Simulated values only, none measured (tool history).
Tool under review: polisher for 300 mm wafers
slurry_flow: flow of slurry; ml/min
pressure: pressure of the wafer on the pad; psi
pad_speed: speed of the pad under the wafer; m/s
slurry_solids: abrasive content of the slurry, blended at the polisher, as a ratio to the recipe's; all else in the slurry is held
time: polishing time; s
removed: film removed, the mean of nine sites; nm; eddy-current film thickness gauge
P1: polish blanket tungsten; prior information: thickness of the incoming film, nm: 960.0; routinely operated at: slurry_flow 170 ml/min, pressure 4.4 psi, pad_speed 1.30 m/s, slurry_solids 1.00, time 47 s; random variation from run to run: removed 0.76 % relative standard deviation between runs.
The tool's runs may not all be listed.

| run | hour | slurry_flow | pressure | pad_speed | slurry_solids | time | wafers polished on this pad | hours since the slurry nozzle was cleaned | hours since the head pressure was calibrated | hours since the slurry blender was calibrated | hours since the slurry got fresh peroxide | removed |
|---|---|---|---|---|---|---|---|---|---|---|---|---|
| 1 | 6.1 | 170 | 4.4 | 1.30 | 1.00 | 47 | 525 | 165.7 | 223.2 | 253.6 | 58.0 | 331.74 |
| 2 | 15.4 | 170 | 4.4 | 0.92 | 1.00 | 47 | 616 | 175.0 | 232.5 | 262.9 | 67.3 | 231.78 |
|  | 16.5 | slurry blender recalibrated |
| 3 | 22.0 | 170 | 4.4 | 1.30 | 1.00 | 23 | 681 | 181.6 | 239.1 | 5.5 | 73.9 | 162.16 |
| 4 | 33.2 | 170 | 4.4 | 1.30 | 1.00 | 73 | 792 | 192.8 | 250.3 | 16.7 | 85.1 | 507.60 |
| 5 | 42.5 | 170 | 6.1 | 1.94 | 1.00 | 47 | 883 | 202.1 | 259.6 | 26.0 | 94.4 | 670.88 |
| 6 | 52.3 | 170 | 2.0 | 1.30 | 1.00 | 47 | 980 | 211.9 | 269.4 | 35.8 | 104.2 | 147.99 |
| 7 | 62.6 | 170 | 4.4 | 1.30 | 0.55 | 47 | 1081 | 222.2 | 279.7 | 46.1 | 114.5 | 289.77 |
| 8 | 71.3 | 170 | 4.4 | 1.30 | 1.00 | 47 | 1167 | 230.9 | 288.4 | 54.8 | 123.2 | 330.75 |
| 9 | 83.2 | 170 | 2.2 | 1.30 | 0.55 | 47 | 1284 | 242.8 | 300.3 | 66.7 | 135.1 | 142.92 |
| 10 | 93.2 | 170 | 4.4 | 1.30 | 1.30 | 47 | 1382 | 252.8 | 310.3 | 76.7 | 145.1 | 352.91 |
| 11 | 104.4 | 170 | 4.4 | 1.30 | 1.00 | 47 | 1493 | 264.0 | 321.5 | 87.9 | 156.3 | 329.68 |
| 12 | 110.5 | 170 | 6.8 | 1.30 | 1.00 | 47 | 1553 | 270.1 | 327.6 | 94.0 | 162.4 | 508.31 |
| 13 | 122.5 | 170 | 4.4 | 2.06 | 1.00 | 47 | 1671 | 282.1 | 339.6 | 106.0 | 174.4 | 517.30 |
| 14 | 130.5 | 170 | 4.4 | 1.30 | 1.00 | 47 | 1749 | 290.1 | 347.6 | 114.0 | 182.4 | 327.60 |
| 15 | 136.2 | 170 | 4.4 | 1.30 | 1.00 | 47 | 1806 | 295.8 | 353.3 | 119.7 | 188.1 | 330.68 |
| 16 | 141.5 | 100 | 4.4 | 1.30 | 1.00 | 47 | 1858 | 301.1 | 358.6 | 125.0 | 193.4 | 296.79 |
| 17 | 151.0 | 225 | 4.4 | 1.30 | 1.00 | 47 | 1951 | 310.6 | 368.1 | 134.5 | 202.9 | 342.27 |
| 18 | 156.8 | 170 | 4.4 | 1.30 | 1.00 | 47 | 2008 | 316.4 | 373.9 | 140.3 | 208.7 | 325.06 |
| 19 | 167.4 | 170 | 4.4 | 1.30 | 1.00 | 47 | 2113 | 327.0 | 384.5 | 150.9 | 219.3 | 317.13 |
| 20 | 177.5 | 170 | 4.4 | 1.30 | 1.00 | 47 | 2212 | 337.1 | 394.6 | 161.0 | 229.4 | 310.52 |
| 21 | 184.6 | 170 | 4.4 | 1.30 | 1.00 | 47 | 2282 | 344.2 | 401.7 | 168.1 | 236.5 | 302.74 |
| 22 | 196.0 | 170 | 4.4 | 1.30 | 1.00 | 47 | 2394 | 355.6 | 413.1 | 179.5 | 247.9 | 308.60 |
| 23 | 203.2 | 170 | 4.4 | 1.30 | 1.00 | 47 | 2465 | 362.8 | 420.3 | 186.7 | 255.1 | 302.93 |
|  | 211.7 | worn pad replaced by a new one |
|  | 212.5 | slurry blender recalibrated |
| 24 | 213.4 | 170 | 4.4 | 1.30 | 1.00 | 47 | 17 | 373.0 | 430.5 | 0.9 | 265.3 | 301.04 |
|  | 220.3 | slurry tank refilled with fresh slurry and peroxide |
| 25 | 225.1 | 170 | 4.4 | 1.30 | 1.00 | 47 | 132 | 384.7 | 442.2 | 12.6 | 4.9 | 302.93 |
| 26 | 236.3 | 170 | 4.4 | 1.30 | 1.00 | 47 | 243 | 395.9 | 453.4 | 23.8 | 16.1 | 295.84 |
| 27 | 244.5 | 170 | 4.4 | 1.30 | 1.00 | 47 | 323 | 404.1 | 461.6 | 32.0 | 24.3 | 300.04 |
| 28 | 256.0 | 170 | 4.4 | 1.30 | 1.00 | 47 | 437 | 415.6 | 473.1 | 43.5 | 35.8 | 300.92 |
| 29 | 263.6 | 170 | 4.4 | 1.30 | 1.00 | 47 | 511 | 423.2 | 480.7 | 51.1 | 43.4 | 294.78 |

The log shows P1 creeping away from where it was. Any of the 2 causes listed here, at the size stated for it, fits the log just as well as the others:
A: head's pressure below its setpoint, % = 8.95
B: slurry flow missing at the pad, % = 38.2
Onset of the creep was near hour 156.8.
What rules out each remaining cause:
removal rate lost through wear of the pad, %: its service at hour 211.7 followed the start of the drift and did not put the process back to its old value
abrasive missing from the slurry, %: its service at hour 212.5 followed the start of the drift and did not put the process back to its old value
peroxide lost from the slurry, %: its service at hour 220.3 followed the start of the drift and did not put the process back to its old value

You are offered 4 check runs, listed below with question marks in place of their results; each one averages 2 wafers. Which run separates the listed causes by giving clearly different results for each?
| check 1 | 271.2 | 170 | 2.0 | 1.30 | 1.00 | 59 |  |  |  |  |  | ? |
| check 2 | 271.2 | 170 | 4.4 | 1.94 | 0.55 | 47 |  |  |  |  |  | ? |
| check 3 | 271.2 | 110 | 4.4 | 1.30 | 1.00 | 70 |  |  |  |  |  | ? |
| check 4 | 271.2 | 170 | 4.4 | 1.30 | 1.00 | 26 |  |  |  |  |  | ? |

Predicted outcomes, by check and by cause:
| check | result | if A | if B |
|---|---|---|---|
| check 1 | removed | 170.28 | 170.31 |
| check 2 | removed | 388.24 | 388.31 |
| check 3 | removed | 409.14 | 391.63 |
| check 4 | removed | 165.08 | 165.11 |
Per-check spread between the two closest causes, in the result where they differ most: check 1 0.02 %; check 2 0.02 %; check 3 4.37 %; check 4 0.02 %
The causes can be told apart only by check 3. The other checks would give nearly the same results under each of them.

The results of check 3 are: removed 410.88 nm. Based on these, which of the listed causes is it?

The correct cause is A, namely: head's pressure below its setpoint, %.
